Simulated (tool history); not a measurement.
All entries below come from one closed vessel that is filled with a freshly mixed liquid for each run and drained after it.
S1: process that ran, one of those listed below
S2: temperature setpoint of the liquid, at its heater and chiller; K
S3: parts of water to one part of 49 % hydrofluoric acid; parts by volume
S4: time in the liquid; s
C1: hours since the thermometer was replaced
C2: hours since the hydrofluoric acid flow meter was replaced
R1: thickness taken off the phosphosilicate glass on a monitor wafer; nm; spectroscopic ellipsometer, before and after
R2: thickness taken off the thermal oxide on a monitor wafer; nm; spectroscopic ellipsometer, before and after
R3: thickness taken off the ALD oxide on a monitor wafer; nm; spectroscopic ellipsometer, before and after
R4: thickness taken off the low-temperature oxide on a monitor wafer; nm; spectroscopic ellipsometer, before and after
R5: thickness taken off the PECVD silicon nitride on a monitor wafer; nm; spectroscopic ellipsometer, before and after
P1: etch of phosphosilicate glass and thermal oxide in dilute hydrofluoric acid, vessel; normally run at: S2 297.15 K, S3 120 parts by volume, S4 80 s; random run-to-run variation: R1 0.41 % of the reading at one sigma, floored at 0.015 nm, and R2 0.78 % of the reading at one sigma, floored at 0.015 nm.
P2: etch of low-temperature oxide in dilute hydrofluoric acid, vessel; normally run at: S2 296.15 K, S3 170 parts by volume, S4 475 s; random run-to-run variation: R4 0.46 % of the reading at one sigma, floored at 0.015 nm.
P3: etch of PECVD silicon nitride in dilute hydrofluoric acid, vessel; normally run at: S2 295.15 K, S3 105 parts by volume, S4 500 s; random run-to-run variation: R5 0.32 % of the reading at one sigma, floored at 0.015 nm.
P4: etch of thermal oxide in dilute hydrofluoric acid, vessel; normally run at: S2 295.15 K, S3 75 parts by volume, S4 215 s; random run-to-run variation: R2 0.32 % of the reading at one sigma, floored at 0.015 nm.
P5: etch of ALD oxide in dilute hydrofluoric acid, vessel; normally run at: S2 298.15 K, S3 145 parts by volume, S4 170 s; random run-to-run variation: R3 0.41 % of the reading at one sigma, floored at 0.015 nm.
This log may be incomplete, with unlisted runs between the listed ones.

| run | hour | S1 | S2 | S3 | S4 | C1 | C2 | R1 | R2 | R3 | R4 | R5 |
|---|---|---|---|---|---|---|---|---|---|---|---|---|
| 1 | 10.2 | P1 | 297.15 | 120 | 80 | 1211.8 | 1234.1 | 38.297 | 2.9445 |  |  |  |
| 2 | 21.3 | P4 | 301.65 | 75 | 215 | 1222.9 | 1245.2 |  | 17.1470 |  |  |  |
| 3 | 32.1 | P5 | 298.15 | 145 | 170 | 1233.7 | 1256.0 |  |  | 11.3010 |  |  |
| 4 | 41.4 | P2 | 290.65 | 170 | 475 | 1243.0 | 1265.3 |  |  |  | 49.385 |  |
| 5 | 48.3 | P1 | 297.15 | 180 | 80 | 1249.9 | 1272.2 | 23.811 | 1.8830 |  |  |  |
| 6 | 58.0 | P1 | 297.15 | 120 | 30 | 1259.6 | 1281.9 | 14.286 | 1.0928 |  |  |  |
| 7 | 64.0 | P1 | 303.65 | 65 | 80 | 1265.6 | 1287.9 | 98.547 | 7.4951 |  |  |  |
| 8 | 72.0 | P1 | 297.15 | 120 | 135 | 1273.6 | 1295.9 | 64.685 | 5.0001 |  |  |  |
| 9 | 81.4 | P4 | 295.15 | 135 | 215 | 1283.0 | 1305.3 |  | 6.8769 |  |  |  |
| 10 | 88.9 | P3 | 295.15 | 40 | 500 | 1290.5 | 1312.8 |  |  |  |  | 46.1690 |
| 11 | 97.6 | P2 | 296.15 | 170 | 475 | 1299.2 | 1321.5 |  |  |  | 60.679 |  |
| 12 | 106.0 | P3 | 290.15 | 105 | 500 | 1307.6 | 1329.9 |  |  |  |  | 12.7650 |
| 13 | 115.8 | P1 | 297.15 | 70 | 80 | 1317.4 | 1339.7 | 69.903 | 5.4466 |  |  |  |
|  | 128.5 | hydrofluoric acid flow meter replaced |
| 14 | 129.2 | P2 | 296.15 | 170 | 800 | 1330.8 | 0.7 |  |  |  | 102.680 |  |
| 15 | 135.5 | P1 | 301.65 | 45 | 80 | 1337.1 | 7.0 | 135.390 | 10.5520 |  |  |  |
| 16 | 148.7 | P5 | 298.15 | 145 | 30 | 1350.3 | 20.2 |  |  | 1.9907 |  |  |
| 17 | 159.7 | P1 | 297.15 | 120 | 80 | 1361.3 | 31.2 | 38.574 | 2.9405 |  |  |  |
| 18 | 166.6 | P1 | 297.15 | 120 | 80 | 1368.2 | 38.1 | 38.233 | 2.9809 |  |  |  |
| 19 | 177.1 | P1 | 292.65 | 120 | 80 | 1378.7 | 48.6 | 31.929 | 2.4763 |  |  |  |
| 20 | 190.8 | P3 | 295.15 | 105 | 180 | 1392.4 | 62.3 |  |  |  |  | 6.5075 |
| 21 | 203.1 | P3 | 295.15 | 105 | 500 | 1404.7 | 74.6 |  |  |  |  | 17.9430 |
| 22 | 213.8 | P5 | 298.15 | 235 | 170 | 1415.4 | 85.3 |  |  | 6.3913 |  |  |
| 23 | 224.6 | P1 | 305.15 | 120 | 80 | 1426.2 | 96.1 | 51.625 | 3.9636 |  |  |  |
| 24 | 230.5 | P4 | 295.15 | 75 | 215 | 1432.1 | 102.0 |  | 13.2310 |  |  |  |
| 25 | 242.4 | P4 | 295.15 | 75 | 30 | 1444.0 | 113.9 |  | 1.8562 |  |  |  |
| 26 | 252.7 | P1 | 297.15 | 55 | 40 | 1454.3 | 124.2 | 44.941 | 3.4969 |  |  |  |
| 27 | 264.3 | P5 | 298.15 | 145 | 170 | 1465.9 | 135.8 |  |  | 11.3840 |  |  |
| 28 | 270.3 | P2 | 296.15 | 95 | 475 | 1471.9 | 141.8 |  |  |  | 118.290 |  |
| 29 | 276.4 | P1 | 297.15 | 120 | 80 | 1478.0 | 147.9 | 38.304 | 3.0039 |  |  |  |
| 30 | 286.1 | P2 | 296.15 | 170 | 475 | 1487.7 | 157.6 |  |  |  | 60.407 |  |
| 31 | 292.2 | P1 | 297.15 | 120 | 80 | 1493.8 | 163.7 | 38.479 | 2.9772 |  |  |  |
| 32 | 305.3 | P4 | 295.15 | 75 | 215 | 1506.9 | 176.8 |  | 13.3340 |  |  |  |
| 33 | 316.8 | P1 | 297.15 | 120 | 80 | 1518.4 | 188.3 | 38.151 | 2.9884 |  |  |  |
| 34 | 329.7 | P5 | 291.15 | 145 | 170 | 1531.3 | 201.2 |  |  | 8.6837 |  |  |
| 35 | 340.1 | P1 | 297.15 | 120 | 80 | 1541.7 | 211.6 | 38.335 | 2.9810 |  |  |  |
| 36 | 350.6 | P1 | 297.15 | 120 | 80 | 1552.2 | 222.1 | 36.863 | 2.7881 |  |  |  |
| 37 | 361.4 | P1 | 297.15 | 120 | 80 | 1563.0 | 232.9 | 35.804 | 2.8018 |  |  |  |
| 38 | 370.4 | P1 | 297.15 | 120 | 80 | 1572.0 | 241.9 | 35.570 | 2.7144 |  |  |  |
| 39 | 381.3 | P1 | 297.15 | 120 | 80 | 1582.9 | 252.8 | 35.352 | 2.7354 |  |  |  |
| 40 | 389.8 | P1 | 297.15 | 120 | 80 | 1591.4 | 261.3 | 35.399 | 2.6889 |  |  |  |

Predict the results of run 41:
| 41 | 403.4 | P1 | 297.15 | 120 | 80 | 1605.0 | 274.9 | ? | ? |  |  |  |

Run 41 gave R1 35.402 nm, R2 2.7123 nm.
